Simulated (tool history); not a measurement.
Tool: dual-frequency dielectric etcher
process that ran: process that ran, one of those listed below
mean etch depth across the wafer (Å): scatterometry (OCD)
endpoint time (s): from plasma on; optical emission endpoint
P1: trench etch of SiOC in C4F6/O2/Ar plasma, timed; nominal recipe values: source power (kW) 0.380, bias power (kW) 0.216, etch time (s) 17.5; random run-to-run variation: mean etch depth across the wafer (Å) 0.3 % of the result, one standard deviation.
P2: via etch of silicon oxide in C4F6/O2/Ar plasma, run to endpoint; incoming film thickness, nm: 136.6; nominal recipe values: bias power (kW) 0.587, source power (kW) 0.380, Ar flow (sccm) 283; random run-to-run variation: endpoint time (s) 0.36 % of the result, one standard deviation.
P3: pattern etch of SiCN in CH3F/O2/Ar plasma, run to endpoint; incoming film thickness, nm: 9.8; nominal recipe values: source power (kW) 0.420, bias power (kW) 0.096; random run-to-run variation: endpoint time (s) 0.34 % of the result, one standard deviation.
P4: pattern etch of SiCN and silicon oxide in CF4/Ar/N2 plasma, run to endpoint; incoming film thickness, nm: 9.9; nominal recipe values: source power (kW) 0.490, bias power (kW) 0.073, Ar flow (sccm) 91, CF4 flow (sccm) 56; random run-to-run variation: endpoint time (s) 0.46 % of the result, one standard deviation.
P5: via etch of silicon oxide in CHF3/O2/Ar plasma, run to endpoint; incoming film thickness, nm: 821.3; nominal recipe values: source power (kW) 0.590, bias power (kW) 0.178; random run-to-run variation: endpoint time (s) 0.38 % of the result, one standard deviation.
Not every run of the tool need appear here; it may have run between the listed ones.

| run | hour | process that ran | source power (kW) | bias power (kW) | etch time (s) | Ar flow (sccm) | CF4 flow (sccm) | hours since the last wet clean | hours since the last source power generator calibration | hours since the last bias power generator calibration | mean etch depth across the wafer (Å) | endpoint time (s) |
|---|---|---|---|---|---|---|---|---|---|---|---|---|
| 1 | 3.5 | P1 | 0.380 | 0.216 | 17.5 |  |  | 138.1 | 1349.4 | 1368.7 | 370.37 |  |
| 2 | 6.5 | P5 | 0.590 | 0.115 |  |  |  | 141.1 | 1352.4 | 1371.7 |  | 484.3800 |
| 3 | 11.2 | P4 | 0.490 | 0.053 |  | 91 | 56 | 145.8 | 1357.1 | 1376.4 |  | 12.0410 |
| 4 | 13.4 | P1 | 0.380 | 0.216 | 17.5 |  |  | 148.0 | 1359.3 | 1378.6 | 371.06 |  |
| 5 | 18.1 | P2 | 0.380 | 0.587 |  | 283 |  | 152.7 | 1364.0 | 1383.3 |  | 29.0330 |
| 6 | 20.3 | P3 | 0.420 | 0.135 |  |  |  | 154.9 | 1366.2 | 1385.5 |  | 21.3330 |
| 7 | 23.6 | P1 | 0.380 | 0.216 | 11.5 |  |  | 158.2 | 1369.5 | 1388.8 | 243.44 |  |
| 8 | 27.7 | P1 | 0.380 | 0.300 | 17.5 |  |  | 162.3 | 1373.6 | 1392.9 | 415.82 |  |
| 9 | 31.7 | P1 | 0.380 | 0.164 | 17.5 |  |  | 166.3 | 1377.6 | 1396.9 | 339.95 |  |
| 10 | 34.8 | P3 | 0.420 | 0.096 |  |  |  | 169.4 | 1380.7 | 1400.0 |  | 24.1890 |
| 11 | 37.4 | P1 | 0.380 | 0.216 | 17.5 |  |  | 172.0 | 1383.3 | 1402.6 | 370.10 |  |
| 12 | 41.7 | P1 | 0.380 | 0.216 | 17.5 |  |  | 176.3 | 1387.6 | 1406.9 | 371.04 |  |
| 13 | 46.3 | P1 | 0.380 | 0.266 | 13.0 |  |  | 180.9 | 1392.2 | 1411.5 | 294.97 |  |
| 14 | 48.5 | P4 | 0.490 | 0.073 |  | 91 | 56 | 183.1 | 1394.4 | 1413.7 |  | 10.8890 |
| 15 | 53.0 | P2 | 0.380 | 0.587 |  | 165 |  | 187.6 | 1398.9 | 1418.2 |  | 27.3490 |
| 16 | 55.2 | P1 | 0.470 | 0.216 | 17.5 |  |  | 189.8 | 1401.1 | 1420.4 | 404.86 |  |
| 17 | 59.8 | P1 | 0.270 | 0.216 | 17.5 |  |  | 194.4 | 1405.7 | 1425.0 | 326.42 |  |
| 18 | 61.9 | P2 | 0.540 | 0.587 |  | 283 |  | 196.5 | 1407.8 | 1427.1 |  | 25.7280 |
| 19 | 65.2 | P4 | 0.490 | 0.073 |  | 91 | 76 | 199.8 | 1411.1 | 1430.4 |  | 10.3420 |
| 20 | 69.4 | P2 | 0.380 | 0.587 |  | 283 |  | 204.0 | 1415.3 | 1434.6 |  | 29.2560 |
| 21 | 72.0 | P5 | 0.590 | 0.178 |  |  |  | 206.6 | 1417.9 | 1437.2 |  | 418.1300 |
| 22 | 76.3 | P1 | 0.380 | 0.216 | 22.0 |  |  | 210.9 | 1422.2 | 1441.5 | 463.49 |  |
| 23 | 79.6 | P4 | 0.490 | 0.073 |  | 91 | 56 | 214.2 | 1425.5 | 1444.8 |  | 10.9830 |
| 24 | 81.8 | P4 | 0.690 | 0.073 |  | 91 | 56 | 216.4 | 1427.7 | 1447.0 |  | 8.0417 |
| 25 | 85.4 | P3 | 0.260 | 0.096 |  |  |  | 220.0 | 1431.3 | 1450.6 |  | 28.9070 |
| 26 | 88.1 | P2 | 0.380 | 0.720 |  | 283 |  | 222.7 | 1434.0 | 1453.3 |  | 26.8840 |
| 27 | 92.6 | P5 | 0.410 | 0.178 |  |  |  | 227.2 | 1438.5 | 1457.8 |  | 483.4000 |
| 28 | 97.0 | P1 | 0.380 | 0.216 | 17.5 |  |  | 231.6 | 1442.9 | 1462.2 | 369.86 |  |
| 29 | 101.6 | P3 | 0.420 | 0.096 |  |  |  | 236.2 | 1447.5 | 1466.8 |  | 24.2730 |
| 30 | 104.4 | P4 | 0.490 | 0.073 |  | 54 | 56 | 239.0 | 1450.3 | 1469.6 |  | 10.0760 |
| 31 | 107.2 | P1 | 0.380 | 0.216 | 17.5 |  |  | 241.8 | 1453.1 | 1472.4 | 369.71 |  |
| 32 | 109.6 | P1 | 0.380 | 0.216 | 17.5 |  |  | 244.2 | 1455.5 | 1474.8 | 373.51 |  |
| 33 | 113.8 | P1 | 0.380 | 0.216 | 17.5 |  |  | 248.4 | 1459.7 | 1479.0 | 374.79 |  |
| 34 | 118.2 | P1 | 0.380 | 0.216 | 17.5 |  |  | 252.8 | 1464.1 | 1483.4 | 377.05 |  |

What does the tool deliver on the next run?
| 35 | 122.9 | P1 | 0.380 | 0.216 | 17.5 |  |  | 257.5 | 1468.8 | 1488.1 | ? |  |

{"run 35": {"mean etch depth across the wafer (Å)": 375.12}}

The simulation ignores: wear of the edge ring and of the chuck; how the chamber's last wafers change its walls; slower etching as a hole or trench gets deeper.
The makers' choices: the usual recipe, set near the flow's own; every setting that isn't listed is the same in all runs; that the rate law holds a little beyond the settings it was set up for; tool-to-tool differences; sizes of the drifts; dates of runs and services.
